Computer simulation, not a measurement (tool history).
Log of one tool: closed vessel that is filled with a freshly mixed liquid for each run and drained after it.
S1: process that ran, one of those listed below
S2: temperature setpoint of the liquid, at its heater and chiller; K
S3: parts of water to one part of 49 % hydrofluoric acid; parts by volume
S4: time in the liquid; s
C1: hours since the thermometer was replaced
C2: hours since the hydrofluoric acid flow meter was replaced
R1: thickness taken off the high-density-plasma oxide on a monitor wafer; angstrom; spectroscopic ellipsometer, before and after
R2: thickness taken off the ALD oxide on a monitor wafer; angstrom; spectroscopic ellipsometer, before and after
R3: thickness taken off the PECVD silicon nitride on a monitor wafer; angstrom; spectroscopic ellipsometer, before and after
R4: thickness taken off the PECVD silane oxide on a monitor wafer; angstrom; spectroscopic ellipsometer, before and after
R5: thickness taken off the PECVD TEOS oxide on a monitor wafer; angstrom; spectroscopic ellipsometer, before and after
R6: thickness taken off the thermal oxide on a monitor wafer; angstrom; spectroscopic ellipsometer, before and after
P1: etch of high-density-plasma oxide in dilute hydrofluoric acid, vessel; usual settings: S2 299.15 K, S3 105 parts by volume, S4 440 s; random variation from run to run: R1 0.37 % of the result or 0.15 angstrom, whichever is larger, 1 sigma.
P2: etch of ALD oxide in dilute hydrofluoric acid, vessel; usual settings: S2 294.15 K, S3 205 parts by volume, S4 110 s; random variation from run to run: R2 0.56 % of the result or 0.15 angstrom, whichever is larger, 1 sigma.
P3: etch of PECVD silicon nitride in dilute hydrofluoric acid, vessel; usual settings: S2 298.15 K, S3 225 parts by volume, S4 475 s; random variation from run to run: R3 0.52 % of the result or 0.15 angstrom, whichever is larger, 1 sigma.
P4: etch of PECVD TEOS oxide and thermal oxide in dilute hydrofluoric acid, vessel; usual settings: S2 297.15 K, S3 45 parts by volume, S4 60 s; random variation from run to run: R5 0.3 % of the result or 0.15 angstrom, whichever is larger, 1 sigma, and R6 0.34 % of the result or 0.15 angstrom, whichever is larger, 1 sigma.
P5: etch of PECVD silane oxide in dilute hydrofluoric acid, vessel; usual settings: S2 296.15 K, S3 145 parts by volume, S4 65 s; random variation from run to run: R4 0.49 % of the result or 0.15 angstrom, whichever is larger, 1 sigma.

{"run": 1, "hour": 5.7, "S1": "P1", "S2": 299.15, "S3": 105, "S4": 440, "C1": 1139.3, "C2": 806.8, "R1": 234.72}
{"run": 2, "hour": 14.7, "S1": "P2", "S2": 294.15, "S3": 205, "S4": 110, "C1": 1148.3, "C2": 815.8, "R2": 72.321}
{"run": 3, "hour": 23.5, "S1": "P3", "S2": 298.15, "S3": 405, "S4": 475, "C1": 1157.1, "C2": 824.6, "R3": 40.694}
{"run": 4, "hour": 30.7, "S1": "P5", "S2": 300.15, "S3": 145, "S4": 65, "C1": 1164.3, "C2": 831.8, "R4": 145.47}
{"run": 5, "hour": 37.3, "S1": "P4", "S2": 297.15, "S3": 45, "S4": 30, "C1": 1170.9, "C2": 838.4, "R5": 201.02, "R6": 35.401}
{"run": 6, "hour": 44.1, "S1": "P5", "S2": 296.15, "S3": 145, "S4": 65, "C1": 1177.7, "C2": 845.2, "R4": 125.06}
{"run": 7, "hour": 49.7, "S1": "P1", "S2": 299.15, "S3": 45, "S4": 440, "C1": 1183.3, "C2": 850.8, "R1": 592.35}
{"run": 8, "hour": 59.1, "S1": "P2", "S2": 294.15, "S3": 45, "S4": 110, "C1": 1192.7, "C2": 860.2, "R2": 392.44}
{"run": 9, "hour": 67.3, "S1": "P1", "S2": 299.15, "S3": 105, "S4": 440, "C1": 1200.9, "C2": 868.4, "R1": 234.58}
{"run": 10, "hour": 78.3, "S1": "P1", "S2": 299.15, "S3": 105, "S4": 665, "C1": 1211.9, "C2": 879.4, "R1": 353.55}
{"run": 11, "hour": 86.8, "S1": "P4", "S2": 297.15, "S3": 70, "S4": 60, "C1": 1220.4, "C2": 887.9, "R5": 251.48, "R6": 44.004}
{"run": 12, "hour": 93.5, "S1": "P1", "S2": 299.15, "S3": 105, "S4": 440, "C1": 1227.1, "C2": 894.6, "R1": 234.0}
{"run": 13, "hour": 99.7, "S1": "P1", "S2": 299.15, "S3": 105, "S4": 440, "C1": 1233.3, "C2": 900.8, "R1": 233.94}
{"run": 14, "hour": 104.7, "S1": "P1", "S2": 294.65, "S3": 105, "S4": 440, "C1": 1238.3, "C2": 905.8, "R1": 195.96}
{"run": 15, "hour": 111.5, "S1": "P1", "S2": 299.15, "S3": 170, "S4": 440, "C1": 1245.1, "C2": 912.6, "R1": 133.51}
{"run": 16, "hour": 121.0, "S1": "P5", "S2": 296.15, "S3": 145, "S4": 30, "C1": 1254.6, "C2": 922.1, "R4": 58.129}
{"run": 17, "hour": 126.2, "S1": "P3", "S2": 298.15, "S3": 225, "S4": 475, "C1": 1259.8, "C2": 927.3, "R3": 74.288}
{"run": 18, "hour": 130.9, "S1": "P1", "S2": 299.15, "S3": 60, "S4": 75, "C1": 1264.5, "C2": 932.0, "R1": 74.163}
{"run": 19, "hour": 141.8, "S1": "P3", "S2": 298.15, "S3": 225, "S4": 225, "C1": 1275.4, "C2": 942.9, "R3": 34.472}
{"run": 20, "hour": 149.9, "S1": "P4", "S2": 297.15, "S3": 45, "S4": 60, "C1": 1283.5, "C2": 951.0, "R5": 404.47, "R6": 70.582}
{"run": 21, "hour": 155.2, "S1": "P5", "S2": 296.15, "S3": 210, "S4": 65, "C1": 1288.8, "C2": 956.3, "R4": 80.725}
{"run": 22, "hour": 160.7, "S1": "P4", "S2": 305.15, "S3": 45, "S4": 60, "C1": 1294.3, "C2": 961.8, "R5": 554.89, "R6": 96.894}
{"run": 23, "hour": 170.7, "S1": "P5", "S2": 296.15, "S3": 145, "S4": 65, "C1": 1304.3, "C2": 971.8, "R4": 124.4}
{"run": 24, "hour": 180.8, "S1": "P1", "S2": 299.15, "S3": 105, "S4": 440, "C1": 1314.4, "C2": 981.9, "R1": 235.75}
{"run": 25, "hour": 186.8, "S1": "P1", "S2": 305.15, "S3": 105, "S4": 440, "C1": 1320.4, "C2": 987.9, "R1": 292.47}
{"run": 26, "hour": 191.5, "S1": "P2", "S2": 294.15, "S3": 205, "S4": 170, "C1": 1325.1, "C2": 992.6, "R2": 111.25}
{"run": 27, "hour": 198.4, "S1": "P1", "S2": 294.65, "S3": 105, "S4": 690, "C1": 1332.0, "C2": 999.5, "R1": 307.92}
{"run": 28, "hour": 208.9, "S1": "P4", "S2": 297.15, "S3": 45, "S4": 60, "C1": 1342.5, "C2": 1010.0, "R5": 401.56, "R6": 70.046}
{"run": 29, "hour": 216.4, "S1": "P2", "S2": 290.15, "S3": 205, "S4": 110, "C1": 1350.0, "C2": 1017.5, "R2": 61.04}
{"run": 30, "hour": 222.7, "S1": "P3", "S2": 305.65, "S3": 225, "S4": 475, "C1": 1356.3, "C2": 1023.8, "R3": 115.06}
{"run": 31, "hour": 229.0, "S1": "P1", "S2": 299.15, "S3": 105, "S4": 145, "C1": 1362.6, "C2": 1030.1, "R1": 76.779}
{"run": 32, "hour": 233.9, "S1": "P1", "S2": 299.15, "S3": 105, "S4": 440, "C1": 1367.5, "C2": 1035.0, "R1": 235.47}
{"run": 33, "hour": 238.6, "S1": "P1", "S2": 299.15, "S3": 105, "S4": 440, "C1": 1372.2, "C2": 1039.7, "R1": 233.87}
{"run": 34, "hour": 248.1, "S1": "P1", "S2": 299.15, "S3": 105, "S4": 440, "C1": 1381.7, "C2": 1049.2, "R1": 240.68}
{"run": 35, "hour": 254.8, "S1": "P1", "S2": 299.15, "S3": 105, "S4": 440, "C1": 1388.4, "C2": 1055.9, "R1": 244.85}
{"run": 36, "hour": 260.1, "S1": "P1", "S2": 299.15, "S3": 105, "S4": 440, "C1": 1393.7, "C2": 1061.2, "R1": 247.26}
{"run": 37, "hour": 266.5, "S1": "P1", "S2": 299.15, "S3": 105, "S4": 440, "C1": 1400.1, "C2": 1067.6, "R1": 246.23}
{"run": 38, "hour": 273.5, "S1": "P1", "S2": 299.15, "S3": 105, "S4": 440, "C1": 1407.1, "C2": 1074.6, "R1": 248.5}
{"run": 39, "hour": 278.4, "S1": "P1", "S2": 299.15, "S3": 105, "S4": 440, "C1": 1412.0, "C2": 1079.5, "R1": 249.16}
{"run": 40, "hour": 284.6, "S1": "P1", "S2": 299.15, "S3": 105, "S4": 440, "C1": 1418.2, "C2": 1085.7, "R1": 249.41}
{"run": 41, "hour": 292.0, "S1": "P1", "S2": 299.15, "S3": 105, "S4": 440, "C1": 1425.6, "C2": 1093.1, "R1": 249.87}
{"run": 42, "hour": 297.0, "S1": "P1", "S2": 299.15, "S3": 105, "S4": 440, "C1": 1430.6, "C2": 1098.1, "R1": 249.9}
{"run": 43, "hour": 304.4, "S1": "P1", "S2": 299.15, "S3": 105, "S4": 440, "C1": 1438.0, "C2": 1105.5, "R1": 251.38}
{"run": 44, "hour": 312.2, "S1": "P1", "S2": 299.15, "S3": 105, "S4": 440, "C1": 1445.8, "C2": 1113.3, "R1": 251.21}

What P1 gives has crept away from where it was. These 2 causes fit the log equally well, each at the size given:
A: liquid hotter than its thermometer reads (K) = 1.77
B: hydrofluoric acid flow above the setpoint (%) = 6.18
The creep began at about hour 238.6.

4 check runs are offered, one wafer each, their results left as question marks. Which one tells the causes apart?
{"run": "check 1", "hour": 320.0, "S1": "P5", "S2": 296.15, "S3": 145, "S4": 30, "R4": "?"}
{"run": "check 2", "hour": 320.0, "S1": "P2", "S2": 294.15, "S3": 80, "S4": 110, "R2": "?"}
{"run": "check 3", "hour": 320.0, "S1": "P3", "S2": 305.15, "S3": 225, "S4": 295, "R3": "?"}
{"run": "check 4", "hour": 320.0, "S1": "P4", "S2": 297.15, "S3": 70, "S4": 60, "R5": "?", "R6": "?"}

What each check would give under each cause:
check=check_1 result=R4 if_A=61.954 if_B=62.049
check=check_2 result=R2 if_A=226.160 if_B=224.590
check=check_3 result=R3 if_A=77.005 if_B=73.991
check=check_4 result=R5 if_A=269.05 if_B=267.44
check=check_4 result=R6 if_A=47.184 if_B=46.901
How far apart the two closest causes lie, in the result that separates them most: check 1 0.15 %; check 2 0.69 %; check 3 3.99 %; check 4 0.6 %
Check 3 tells the causes apart: in the others they would give nearly the same result.

Check 3 was then run and gave: R3 76.741 angstrom. Which cause is it?

It is A: liquid hotter than its thermometer reads (K).
